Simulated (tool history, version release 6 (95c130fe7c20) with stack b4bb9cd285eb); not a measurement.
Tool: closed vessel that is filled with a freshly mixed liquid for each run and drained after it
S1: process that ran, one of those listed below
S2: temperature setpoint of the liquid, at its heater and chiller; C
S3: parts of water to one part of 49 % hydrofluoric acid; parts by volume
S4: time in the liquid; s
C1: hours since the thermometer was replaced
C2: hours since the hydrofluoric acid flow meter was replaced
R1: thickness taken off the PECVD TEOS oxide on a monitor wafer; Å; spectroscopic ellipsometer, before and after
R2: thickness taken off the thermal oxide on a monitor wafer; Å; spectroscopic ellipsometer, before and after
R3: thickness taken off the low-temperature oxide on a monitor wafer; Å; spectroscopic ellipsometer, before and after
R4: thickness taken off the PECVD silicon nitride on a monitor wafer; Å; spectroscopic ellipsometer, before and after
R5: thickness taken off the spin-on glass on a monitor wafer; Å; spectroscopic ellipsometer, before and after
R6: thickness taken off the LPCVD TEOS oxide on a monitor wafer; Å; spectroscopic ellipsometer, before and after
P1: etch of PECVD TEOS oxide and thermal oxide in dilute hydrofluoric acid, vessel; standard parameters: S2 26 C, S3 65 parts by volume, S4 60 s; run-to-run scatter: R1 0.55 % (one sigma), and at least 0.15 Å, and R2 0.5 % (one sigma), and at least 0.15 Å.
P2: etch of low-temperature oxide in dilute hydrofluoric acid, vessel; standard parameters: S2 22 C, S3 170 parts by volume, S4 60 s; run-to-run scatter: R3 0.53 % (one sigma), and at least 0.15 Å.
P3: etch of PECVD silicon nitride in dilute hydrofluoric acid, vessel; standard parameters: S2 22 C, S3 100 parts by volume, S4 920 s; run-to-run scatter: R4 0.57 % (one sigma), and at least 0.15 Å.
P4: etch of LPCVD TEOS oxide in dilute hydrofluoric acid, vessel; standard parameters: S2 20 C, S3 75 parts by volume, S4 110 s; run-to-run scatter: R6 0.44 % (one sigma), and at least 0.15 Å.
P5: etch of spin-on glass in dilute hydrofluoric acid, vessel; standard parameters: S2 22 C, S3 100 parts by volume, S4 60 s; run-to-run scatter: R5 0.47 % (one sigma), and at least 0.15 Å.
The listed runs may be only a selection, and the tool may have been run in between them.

{"run": 1, "hour": 13.2, "S1": "P1", "S2": 26, "S3": 65, "S4": 60, "C1": 555.3, "C2": 1095.2, "R1": 165.12, "R2": 50.334}
{"run": 2, "hour": 26.5, "S1": "P1", "S2": 26, "S3": 65, "S4": 60, "C1": 568.6, "C2": 1108.5, "R1": 165.47, "R2": 50.537}
{"run": 3, "hour": 37.1, "S1": "P2", "S2": 17, "S3": 170, "S4": 60, "C1": 579.2, "C2": 1119.1, "R3": 85.123}
{"run": 4, "hour": 49.3, "S1": "P2", "S2": 22, "S3": 90, "S4": 60, "C1": 591.4, "C2": 1131.3, "R3": 215.78}
{"run": 5, "hour": 59.6, "S1": "P3", "S2": 22, "S3": 100, "S4": 1525, "C1": 601.7, "C2": 1141.6, "R4": 759.48}
{"run": 6, "hour": 72.5, "S1": "P1", "S2": 26, "S3": 65, "S4": 115, "C1": 614.6, "C2": 1154.5, "R1": 317.81, "R2": 97.086}
{"run": 7, "hour": 81.0, "S1": "P1", "S2": 26, "S3": 105, "S4": 95, "C1": 623.1, "C2": 1163, "R1": 154.7, "R2": 46.953}
{"run": 8, "hour": 89.0, "S1": "P5", "S2": 22, "S3": 100, "S4": 100, "C1": 631.1, "C2": 1171, "R5": 371.08}
{"run": 9, "hour": 95.2, "S1": "P3", "S2": 22, "S3": 25, "S4": 920, "C1": 637.3, "C2": 1177.2, "R4": 1746.5}
{"run": 10, "hour": 108.1, "S1": "P1", "S2": 26, "S3": 65, "S4": 60, "C1": 650.2, "C2": 1190.1, "R1": 166.87, "R2": 50.541}
{"run": 11, "hour": 122.1, "S1": "P4", "S2": 20, "S3": 75, "S4": 110, "C1": 664.2, "C2": 1204.1, "R6": 223.26}
{"run": 12, "hour": 131.2, "S1": "P2", "S2": 22, "S3": 170, "S4": 100, "C1": 673.3, "C2": 1213.2, "R3": 173.1}
{"run": 13, "hour": 145.0, "S1": "P5", "S2": 22, "S3": 100, "S4": 60, "C1": 687.1, "C2": 1227, "R5": 222.49}
{"run": 14, "hour": 155.2, "S1": "P5", "S2": 22, "S3": 60, "S4": 60, "C1": 697.3, "C2": 1237.2, "R5": 390.43}
{"run": 15, "hour": 162.1, "S1": "P4", "S2": 17, "S3": 75, "S4": 110, "C1": 704.2, "C2": 1244.1, "R6": 196.12}
{"run": 16, "hour": 176.0, "S1": "P1", "S2": 26, "S3": 65, "S4": 30, "C1": 718.1, "C2": 1258, "R1": 82.66, "R2": 25.044}
{"run": 17, "hour": 184.2, "S1": "P1", "S2": 26, "S3": 65, "S4": 60, "C1": 726.3, "C2": 1266.2, "R1": 165.48, "R2": 50.34}
{"run": 18, "hour": 192.8, "S1": "P1", "S2": 26, "S3": 65, "S4": 60, "C1": 734.9, "C2": 1274.8, "R1": 165.86, "R2": 50.044}
{"run": 19, "hour": 205.8, "S1": "P4", "S2": 20, "S3": 135, "S4": 110, "C1": 747.9, "C2": 1287.8, "R6": 115.56}
{"run": 20, "hour": 217.5, "S1": "P4", "S2": 20, "S3": 75, "S4": 215, "C1": 759.6, "C2": 1299.5, "R6": 433.97}
{"run": 21, "hour": 229.6, "S1": "P5", "S2": 22, "S3": 100, "S4": 60, "C1": 771.7, "C2": 1311.6, "R5": 222.04}
{"run": 22, "hour": 240.8, "S1": "P2", "S2": 22, "S3": 170, "S4": 60, "C1": 782.9, "C2": 1322.8, "R3": 103.18}
{"run": 23, "hour": 253.4, "S1": "P3", "S2": 17, "S3": 100, "S4": 920, "C1": 795.5, "C2": 1335.4, "R4": 325.59}
{"run": 24, "hour": 263.9, "S1": "P4", "S2": 20, "S3": 75, "S4": 110, "C1": 806, "C2": 1345.9, "R6": 222.07}
{"run": 25, "hour": 277.8, "S1": "P1", "S2": 21, "S3": 25, "S4": 60, "C1": 819.9, "C2": 1359.8, "R1": 369.38, "R2": 112.25}
{"run": 26, "hour": 290.5, "S1": "P3", "S2": 22, "S3": 100, "S4": 920, "C1": 832.6, "C2": 1372.5, "R4": 458.08}
{"run": 27, "hour": 299.4, "S1": "P1", "S2": 20.5, "S3": 65, "S4": 60, "C1": 841.5, "C2": 1381.4, "R1": 132.38, "R2": 40.159}
{"run": 28, "hour": 307.7, "S1": "P1", "S2": 26, "S3": 65, "S4": 60, "C1": 849.8, "C2": 1389.7, "R1": 165.4, "R2": 50.324}
{"run": 29, "hour": 319.5, "S1": "P1", "S2": 26, "S3": 90, "S4": 60, "C1": 861.6, "C2": 1401.5, "R1": 115.25, "R2": 35.054}
{"run": 30, "hour": 332.5, "S1": "P1", "S2": 34, "S3": 65, "S4": 60, "C1": 874.6, "C2": 1414.5, "R1": 225.44, "R2": 68.528}
{"run": 31, "hour": 339.5, "S1": "P1", "S2": 31.5, "S3": 20, "S4": 60, "C1": 881.6, "C2": 1421.5, "R1": 716.1, "R2": 216.74}
{"run": 32, "hour": 349.5, "S1": "P1", "S2": 26, "S3": 20, "S4": 60, "C1": 891.6, "C2": 1431.5, "R1": 572.66, "R2": 174.28}
{"run": 33, "hour": 362.1, "S1": "P5", "S2": 30.5, "S3": 100, "S4": 60, "C1": 904.2, "C2": 1444.1, "R5": 308.96}
{"run": 34, "hour": 370.6, "S1": "P1", "S2": 26, "S3": 65, "S4": 60, "C1": 912.7, "C2": 1452.6, "R1": 166.12, "R2": 50.183}
{"run": 35, "hour": 383.5, "S1": "P1", "S2": 26, "S3": 65, "S4": 60, "C1": 925.6, "C2": 1465.5, "R1": 173.59, "R2": 52.492}
{"run": 36, "hour": 397.0, "S1": "P1", "S2": 26, "S3": 65, "S4": 60, "C1": 939.1, "C2": 1479, "R1": 176.83, "R2": 53.583}
{"run": 37, "hour": 408.1, "S1": "P1", "S2": 26, "S3": 65, "S4": 60, "C1": 950.2, "C2": 1490.1, "R1": 179.24, "R2": 54.384}
{"run": 38, "hour": 418.3, "S1": "P1", "S2": 26, "S3": 65, "S4": 60, "C1": 960.4, "C2": 1500.3, "R1": 177.39, "R2": 54.183}

For run 39, what comes out?
{"run": 39, "hour": 426.7, "S1": "P1", "S2": 26, "S3": 65, "S4": 60, "C1": 968.8, "C2": 1508.7, "R1": "?", "R2": "?"}

R1: 179.24 Å
R2: 54.396 Å
